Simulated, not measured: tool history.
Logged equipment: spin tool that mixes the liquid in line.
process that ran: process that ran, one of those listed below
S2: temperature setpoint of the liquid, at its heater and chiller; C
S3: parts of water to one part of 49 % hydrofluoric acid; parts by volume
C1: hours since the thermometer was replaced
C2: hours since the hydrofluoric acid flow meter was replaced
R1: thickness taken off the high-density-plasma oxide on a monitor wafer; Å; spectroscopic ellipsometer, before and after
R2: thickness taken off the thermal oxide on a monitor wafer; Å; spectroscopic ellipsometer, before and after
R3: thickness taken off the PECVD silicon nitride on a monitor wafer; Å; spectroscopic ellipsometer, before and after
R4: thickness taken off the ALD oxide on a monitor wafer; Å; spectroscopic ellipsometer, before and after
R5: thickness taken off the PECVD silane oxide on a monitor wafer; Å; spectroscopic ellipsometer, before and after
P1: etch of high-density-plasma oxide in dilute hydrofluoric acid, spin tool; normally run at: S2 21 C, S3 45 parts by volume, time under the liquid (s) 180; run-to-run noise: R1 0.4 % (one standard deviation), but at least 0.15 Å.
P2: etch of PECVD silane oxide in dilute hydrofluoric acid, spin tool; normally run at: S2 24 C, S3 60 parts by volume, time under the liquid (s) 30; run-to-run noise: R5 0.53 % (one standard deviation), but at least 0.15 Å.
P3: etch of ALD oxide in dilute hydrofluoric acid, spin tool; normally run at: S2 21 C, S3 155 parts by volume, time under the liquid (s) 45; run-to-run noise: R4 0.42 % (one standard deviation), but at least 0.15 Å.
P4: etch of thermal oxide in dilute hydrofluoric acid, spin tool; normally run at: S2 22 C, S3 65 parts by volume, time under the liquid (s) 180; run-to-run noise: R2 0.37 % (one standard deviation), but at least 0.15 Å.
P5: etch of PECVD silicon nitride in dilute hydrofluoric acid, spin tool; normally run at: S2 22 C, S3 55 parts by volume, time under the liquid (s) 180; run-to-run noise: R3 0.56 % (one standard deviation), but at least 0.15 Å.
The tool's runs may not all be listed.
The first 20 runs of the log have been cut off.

{"run": 21, "hour": 192.7, "process that ran": "P1", "S2": 21, "S3": 45, "time under the liquid (s)": 20, "C1": 8.8, "C2": 981.7, "R1": 23.013}
{"run": 22, "hour": 198.2, "process that ran": "P1", "S2": 21, "S3": 45, "time under the liquid (s)": 180, "C1": 14.3, "C2": 987.2, "R1": 206.58}
{"run": 23, "hour": 207.5, "process that ran": "P4", "S2": 22, "S3": 65, "time under the liquid (s)": 180, "C1": 23.6, "C2": 996.5, "R2": 117.96}
{"hour": 209.1, "done": "hydrofluoric acid flow meter replaced"}
{"run": 24, "hour": 213.1, "process that ran": "P1", "S2": 21, "S3": 70, "time under the liquid (s)": 310, "C1": 29.2, "C2": 4.1, "R1": 223.19}
{"run": 25, "hour": 219.8, "process that ran": "P4", "S2": 22, "S3": 65, "time under the liquid (s)": 180, "C1": 35.9, "C2": 10.8, "R2": 118.22}
{"run": 26, "hour": 226.9, "process that ran": "P5", "S2": 30, "S3": 55, "time under the liquid (s)": 180, "C1": 43, "C2": 17.9, "R3": 94.704}
{"run": 27, "hour": 233.3, "process that ran": "P1", "S2": 21, "S3": 45, "time under the liquid (s)": 275, "C1": 49.4, "C2": 24.3, "R1": 316.59}
{"run": 28, "hour": 240.6, "process that ran": "P2", "S2": 17.5, "S3": 60, "time under the liquid (s)": 30, "C1": 56.7, "C2": 31.6, "R5": 140.44}
{"run": 29, "hour": 250.6, "process that ran": "P5", "S2": 22, "S3": 100, "time under the liquid (s)": 180, "C1": 66.7, "C2": 41.6, "R3": 31.266}
{"run": 30, "hour": 259.3, "process that ran": "P1", "S2": 21, "S3": 45, "time under the liquid (s)": 180, "C1": 75.4, "C2": 50.3, "R1": 208.55}
{"run": 31, "hour": 269.7, "process that ran": "P1", "S2": 21, "S3": 45, "time under the liquid (s)": 180, "C1": 85.8, "C2": 60.7, "R1": 215.79}
{"run": 32, "hour": 275.7, "process that ran": "P1", "S2": 21, "S3": 45, "time under the liquid (s)": 180, "C1": 91.8, "C2": 66.7, "R1": 218.17}
{"run": 33, "hour": 287.0, "process that ran": "P1", "S2": 21, "S3": 45, "time under the liquid (s)": 180, "C1": 103.1, "C2": 78, "R1": 222.1}
{"run": 34, "hour": 293.3, "process that ran": "P1", "S2": 21, "S3": 45, "time under the liquid (s)": 180, "C1": 109.4, "C2": 84.3, "R1": 221.9}
{"run": 35, "hour": 298.6, "process that ran": "P1", "S2": 21, "S3": 45, "time under the liquid (s)": 180, "C1": 114.7, "C2": 89.6, "R1": 222.25}

Expected results for the next run?
{"run": 36, "hour": 305.1, "process that ran": "P1", "S2": 21, "S3": 45, "time under the liquid (s)": 180, "C1": 121.2, "C2": 96.1, "R1": "?"}

Logged for run 36: R1 224.11 Å.
